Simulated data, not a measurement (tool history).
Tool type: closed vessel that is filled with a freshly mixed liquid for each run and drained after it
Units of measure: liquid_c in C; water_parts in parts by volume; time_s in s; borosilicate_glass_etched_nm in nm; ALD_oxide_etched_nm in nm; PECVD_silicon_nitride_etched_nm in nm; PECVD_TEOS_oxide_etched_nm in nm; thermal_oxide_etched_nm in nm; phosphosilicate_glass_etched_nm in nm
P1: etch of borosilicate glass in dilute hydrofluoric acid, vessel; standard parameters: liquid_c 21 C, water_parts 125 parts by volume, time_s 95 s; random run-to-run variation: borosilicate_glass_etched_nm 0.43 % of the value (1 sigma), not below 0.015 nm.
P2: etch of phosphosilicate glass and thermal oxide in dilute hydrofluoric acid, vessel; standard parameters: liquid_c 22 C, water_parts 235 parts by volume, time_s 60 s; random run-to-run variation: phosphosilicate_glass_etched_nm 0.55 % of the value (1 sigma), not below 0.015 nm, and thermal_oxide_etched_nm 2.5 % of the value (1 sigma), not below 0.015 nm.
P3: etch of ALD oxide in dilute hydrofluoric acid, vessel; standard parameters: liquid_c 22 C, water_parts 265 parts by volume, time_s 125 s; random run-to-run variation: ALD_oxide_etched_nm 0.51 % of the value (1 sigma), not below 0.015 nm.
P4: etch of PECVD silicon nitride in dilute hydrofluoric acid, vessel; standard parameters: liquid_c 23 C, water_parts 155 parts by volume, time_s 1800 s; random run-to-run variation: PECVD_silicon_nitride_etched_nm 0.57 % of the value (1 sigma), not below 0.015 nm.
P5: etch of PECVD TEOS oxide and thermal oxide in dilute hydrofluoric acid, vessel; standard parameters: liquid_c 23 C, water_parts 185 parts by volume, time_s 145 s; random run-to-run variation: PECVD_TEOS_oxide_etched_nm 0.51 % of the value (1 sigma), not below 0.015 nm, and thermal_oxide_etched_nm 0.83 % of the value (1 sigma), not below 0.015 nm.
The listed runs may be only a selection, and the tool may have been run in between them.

run   hour  process  liquid_c  water_parts  time_s  hours since the thermometer was replaced  hours since the hydrofluoric acid flow meter was replaced  borosilicate_glass_etched_nm  ALD_oxide_etched_nm  PECVD_silicon_nitride_etched_nm  PECVD_TEOS_oxide_etched_nm  thermal_oxide_etched_nm  phosphosilicate_glass_etched_nm
  1   12.2       P1        21          125      95                                       291                                                      129.9                        23.809
  2     21       P3        22          265     125                                     299.8                                                      138.7                                             6.9983
  3   29.1       P1        21           75      95                                     307.9                                                      146.8                        42.119
  4   41.7       P1        21          125     185                                     320.5                                                      159.4                        46.739
  5   54.6       P4        23          155    1800                                     333.4                                                      172.3                                                                               32.74
  6   67.2       P5        23          185      45                                       346                                                      184.9                                                                                                           6.273                   1.0616
  7   75.9       P4        23          155    3350                                     354.7                                                      193.6                                                                              60.441
  8   88.1       P1      26.5          125      30                                     366.9                                                      205.8                        9.2692
  9  105.8       P5        31          185     145                                     384.6                                                      223.5                                                                                                          26.947                   4.4381
 10  123.5       P2        22          235      30                                     402.3                                                      241.2                                                                                                                                  0.44454                           12.159
 11  141.4       P3        18          265     125                                     420.2                                                      259.1                                             6.0303
 12  149.9       P1        21          125      95                                     428.7                                                      267.6                         24.03
 13  164.8       P1        17          125      95                                     443.6                                                      282.5                          20.3
 14  174.3       P1        21          125      95                                     453.1                                                        292                        23.839
 15  190.1       P2        22          435      60                                     468.9                                                      307.8                                                                                                                                  0.40495                           11.047
 16  206.2       P5        23          285     145                                       485                                                      323.9                                                                                                          11.823                   1.9619
 17    223       P1        26           40      95                                     501.8                                                      340.7                        101.16
 18  233.8       P2        17          235      60                                     512.6                                                      351.5                                                                                                                                   0.8195                           20.125
 19  244.4       P4        23           75    1800                                     523.2                                                      362.1                                                                              66.389
 20  256.5       P5        23          185     145                                     535.3                                                      374.2                                                                                                           19.98                   3.3159
 21  267.7       P4        17          155    1800                                     546.5                                                      385.4                                                                              21.781
 22  281.1       P1        21          125      95                                     559.9                                                      398.8                        23.827
 23  294.7       P1        21          125      30                                     573.5                                                      412.4                        7.5492
 24  305.8       P3        22          265      30                                     584.6                                                      423.5                                             1.6545
 25  322.3       P3        22          475     125                                     601.1                                                        440                                             3.2007
 26  340.3       P1        21          210      95                                     619.1                                                        458                        13.022
 27  352.7       P2        22          235      60                                     631.5                                                      470.4                                                                                                                                   0.9584                           24.431
 28    370       P1        21          125      95                                     648.8                                                      487.7                        23.839
 29  381.3       P5        23          185     145                                     660.1                                                        499                                                                                                          20.161                   3.3295
 30  391.7       P1      28.5          125      95                                     670.5                                                      509.4                        31.865
 31  400.8       P3        22          265     125                                     679.6                                                      518.5                                             7.0095
 32  416.2       P1        21          125      95                                       695                                                      533.9                        23.826
 33  427.3       P1        21          125      95                                     706.1                                                        545                        23.417
 34    441       P1        21          125      95                                     719.8                                                      558.7                        23.028
 35  450.8       P1        21          125      95                                     729.6                                                      568.5                        22.982
 36  466.5       P1        21          125      95                                     745.3                                                      584.2                        22.753
 37  481.5       P1        21          125      95                                     760.3                                                      599.2                        22.718
 38  491.7       P1        21          125      95                                     770.5                                                      609.4                        22.654
 39  501.6       P1        21          125      95                                     780.4                                                      619.3                        22.543

What does the tool deliver on the next run?
 40  511.3       P1        21          125      95                                     790.1                                                        629                             ?

Run 40 came out at borosilicate_glass_etched_nm 22.459 nm.
